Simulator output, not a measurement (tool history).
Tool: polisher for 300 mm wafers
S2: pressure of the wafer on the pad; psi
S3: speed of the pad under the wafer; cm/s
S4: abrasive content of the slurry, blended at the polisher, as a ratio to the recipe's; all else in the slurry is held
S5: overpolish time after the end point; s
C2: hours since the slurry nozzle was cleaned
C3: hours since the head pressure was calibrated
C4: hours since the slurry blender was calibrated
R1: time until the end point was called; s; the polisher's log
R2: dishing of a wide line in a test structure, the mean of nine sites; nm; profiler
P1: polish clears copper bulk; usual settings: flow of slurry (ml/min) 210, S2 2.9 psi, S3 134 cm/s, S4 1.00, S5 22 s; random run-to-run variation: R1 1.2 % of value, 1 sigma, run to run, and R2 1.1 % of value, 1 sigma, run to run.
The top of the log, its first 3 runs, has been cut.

Run 4, day 2.746: flow of slurry (ml/min) 305, S2 2.9 psi, S3 134 cm/s, S4 1.00, S5 31 s; wafers polished on this pad 587; C2 130.8; C3 564.9; C4 153.1. Result: R1 79.788 s, R2 139.860 nm.
Run 5, day 3.158: flow of slurry (ml/min) 210, S2 2.9 psi, S3 134 cm/s, S4 1.00, S5 22 s; wafers polished on this pad 645; C2 140.7; C3 574.8; C4 163.0. Result: R1 83.778 s, R2 115.850 nm.
Run 6, day 3.904: flow of slurry (ml/min) 210, S2 4.3 psi, S3 134 cm/s, S4 1.00, S5 7 s; wafers polished on this pad 749; C2 158.6; C3 592.7; C4 180.9. Result: R1 55.567 s, R2 77.553 nm.
Run 7, day 4.621: flow of slurry (ml/min) 210, S2 2.9 psi, S3 134 cm/s, S4 1.00, S5 22 s; wafers polished on this pad 849; C2 175.8; C3 609.9; C4 198.1. Result: R1 83.193 s, R2 119.680 nm.
Run 8, day 5.038: flow of slurry (ml/min) 125, S2 2.9 psi, S3 134 cm/s, S4 1.00, S5 22 s; wafers polished on this pad 907; C2 185.8; C3 619.9; C4 208.1. Result: R1 89.288 s, R2 114.680 nm.
Run 9, day 5.483: flow of slurry (ml/min) 210, S2 2.9 psi, S3 70 cm/s, S4 1.00, S5 22 s; wafers polished on this pad 970; C2 196.5; C3 630.6; C4 218.8. Result: R1 158.360 s, R2 77.876 nm.
At day 5.958: slurry blender recalibrated.
Run 10, day 6.079: flow of slurry (ml/min) 210, S2 2.9 psi, S3 134 cm/s, S4 1.30, S5 22 s; wafers polished on this pad 1053; C2 210.8; C3 644.9; C4 2.9. Result: R1 79.894 s, R2 120.160 nm.
Run 11, day 6.617: flow of slurry (ml/min) 210, S2 2.9 psi, S3 134 cm/s, S4 1.00, S5 22 s; wafers polished on this pad 1128; C2 223.7; C3 657.8; C4 15.8. Result: R1 83.810 s, R2 118.590 nm.
Run 12, day 7.383: flow of slurry (ml/min) 210, S2 2.9 psi, S3 202 cm/s, S4 1.00, S5 22 s; wafers polished on this pad 1235; C2 242.1; C3 676.2; C4 34.2. Result: R1 56.040 s, R2 141.350 nm.
Run 13, day 7.833: flow of slurry (ml/min) 210, S2 2.9 psi, S3 134 cm/s, S4 1.00, S5 22 s; wafers polished on this pad 1298; C2 252.9; C3 687.0; C4 45.0. Result: R1 81.720 s, R2 116.760 nm.
Run 14, day 8.275: flow of slurry (ml/min) 210, S2 2.9 psi, S3 134 cm/s, S4 1.00, S5 22 s; wafers polished on this pad 1359; C2 263.5; C3 697.6; C4 55.6. Result: R1 82.445 s, R2 117.470 nm.
Run 15, day 8.892: flow of slurry (ml/min) 270, S2 2.9 psi, S3 134 cm/s, S4 1.00, S5 22 s; wafers polished on this pad 1445; C2 278.3; C3 712.4; C4 70.4. Result: R1 82.195 s, R2 121.850 nm.
Run 16, day 9.646: flow of slurry (ml/min) 210, S2 2.9 psi, S3 134 cm/s, S4 0.65, S5 22 s; wafers polished on this pad 1551; C2 296.4; C3 730.5; C4 88.5. Result: R1 90.004 s, R2 112.100 nm.
Run 17, day 10.008: flow of slurry (ml/min) 210, S2 2.9 psi, S3 134 cm/s, S4 1.00, S5 7 s; wafers polished on this pad 1601; C2 305.1; C3 739.2; C4 97.2. Result: R1 82.881 s, R2 54.076 nm.

The next listed run, before its measurement:
Run 18, day 10.496: flow of slurry (ml/min) 210, S2 2.9 psi, S3 134 cm/s, S4 1.00, S5 35 s; wafers polished on this pad 1669; C2 316.8; C3 750.9; C4 108.9. Result: R1 ?, R2 ?.

R1: 84.044 s
R2: 140.940 nm

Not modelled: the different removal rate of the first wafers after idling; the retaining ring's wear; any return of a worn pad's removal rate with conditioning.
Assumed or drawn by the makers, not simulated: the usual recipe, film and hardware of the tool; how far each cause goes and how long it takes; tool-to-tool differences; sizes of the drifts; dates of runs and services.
